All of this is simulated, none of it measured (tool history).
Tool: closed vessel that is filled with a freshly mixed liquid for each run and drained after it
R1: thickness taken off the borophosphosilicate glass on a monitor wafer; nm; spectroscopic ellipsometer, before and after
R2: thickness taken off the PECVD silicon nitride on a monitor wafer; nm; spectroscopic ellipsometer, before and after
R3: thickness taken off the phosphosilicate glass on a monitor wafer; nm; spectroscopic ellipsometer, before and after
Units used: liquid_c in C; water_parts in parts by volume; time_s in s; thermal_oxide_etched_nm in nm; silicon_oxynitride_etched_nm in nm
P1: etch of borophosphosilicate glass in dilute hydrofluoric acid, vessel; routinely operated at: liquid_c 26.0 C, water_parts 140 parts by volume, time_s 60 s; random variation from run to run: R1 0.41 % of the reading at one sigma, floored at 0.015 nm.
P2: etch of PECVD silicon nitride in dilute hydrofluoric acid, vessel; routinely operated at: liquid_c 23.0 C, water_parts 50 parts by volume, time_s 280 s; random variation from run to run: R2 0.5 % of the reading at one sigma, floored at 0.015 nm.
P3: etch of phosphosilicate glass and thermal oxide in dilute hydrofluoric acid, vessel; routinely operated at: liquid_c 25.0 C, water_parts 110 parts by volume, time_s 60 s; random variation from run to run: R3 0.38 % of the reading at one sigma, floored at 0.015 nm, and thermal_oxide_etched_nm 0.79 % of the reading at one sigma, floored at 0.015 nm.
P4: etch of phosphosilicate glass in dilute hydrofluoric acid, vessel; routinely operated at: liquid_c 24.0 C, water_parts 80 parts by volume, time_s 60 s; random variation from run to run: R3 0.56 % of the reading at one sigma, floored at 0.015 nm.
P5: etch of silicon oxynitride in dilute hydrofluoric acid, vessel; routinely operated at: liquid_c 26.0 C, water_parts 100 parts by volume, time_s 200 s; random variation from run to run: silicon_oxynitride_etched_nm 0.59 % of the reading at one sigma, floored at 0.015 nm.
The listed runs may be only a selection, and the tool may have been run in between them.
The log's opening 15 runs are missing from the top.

Run 16, hour 49.0: process P4, liquid_c 24.0 C, water_parts 135 parts by volume, time_s 60 s. Result: R3 25.397 nm.
Run 17, hour 51.7: process P1, liquid_c 26.0 C, water_parts 140 parts by volume, time_s 60 s. Result: R1 22.979 nm.
Run 18, hour 55.7: process P5, liquid_c 26.0 C, water_parts 160 parts by volume, time_s 200 s. Result: silicon_oxynitride_etched_nm 2.7306 nm.
Run 19, hour 59.5: process P1, liquid_c 26.0 C, water_parts 140 parts by volume, time_s 30 s. Result: R1 11.517 nm.
Run 20, hour 63.8: process P1, liquid_c 26.0 C, water_parts 250 parts by volume, time_s 60 s. Result: R1 11.291 nm.
Run 21, hour 67.7: process P4, liquid_c 24.0 C, water_parts 80 parts by volume, time_s 60 s. Result: R3 45.326 nm.
At hour 70.7: thermometer replaced.
Run 22, hour 70.8: process P1, liquid_c 26.0 C, water_parts 40 parts by volume, time_s 35 s. Result: R1 53.147 nm.
Run 23, hour 73.4: process P1, liquid_c 20.0 C, water_parts 140 parts by volume, time_s 85 s. Result: R1 25.695 nm.
Run 24, hour 76.1: process P1, liquid_c 34.0 C, water_parts 140 parts by volume, time_s 60 s. Result: R1 30.825 nm.
Run 25, hour 80.1: process P2, liquid_c 23.0 C, water_parts 50 parts by volume, time_s 280 s. Result: R2 13.980 nm.
Run 26, hour 83.4: process P1, liquid_c 21.5 C, water_parts 140 parts by volume, time_s 60 s. Result: R1 19.440 nm.
Run 27, hour 85.9: process P3, liquid_c 32.0 C, water_parts 110 parts by volume, time_s 60 s. Result: R3 78.434 nm, thermal_oxide_etched_nm 3.4432 nm.
Run 28, hour 89.0: process P4, liquid_c 24.0 C, water_parts 80 parts by volume, time_s 60 s. Result: R3 45.722 nm.
Run 29, hour 91.3: process P2, liquid_c 23.0 C, water_parts 50 parts by volume, time_s 280 s. Result: R2 13.904 nm.
At hour 94.7: hydrofluoric acid flow meter replaced.
Run 30, hour 95.6: process P1, liquid_c 26.0 C, water_parts 140 parts by volume, time_s 60 s. Result: R1 22.926 nm.
Run 31, hour 99.7: process P5, liquid_c 26.0 C, water_parts 100 parts by volume, time_s 300 s. Result: silicon_oxynitride_etched_nm 7.0181 nm.
Run 32, hour 102.1: process P2, liquid_c 23.0 C, water_parts 85 parts by volume, time_s 280 s. Result: R2 8.260 nm.
Run 33, hour 105.3: process P1, liquid_c 26.0 C, water_parts 140 parts by volume, time_s 60 s. Result: R1 22.807 nm.
Run 34, hour 107.8: process P1, liquid_c 26.0 C, water_parts 140 parts by volume, time_s 60 s. Result: R1 22.958 nm.

Run 35 comes next. What will it give?
Run 35, hour 111.3: process P1, liquid_c 26.0 C, water_parts 140 parts by volume, time_s 60 s. Result: R1 ?.

R1: 22.184 nm
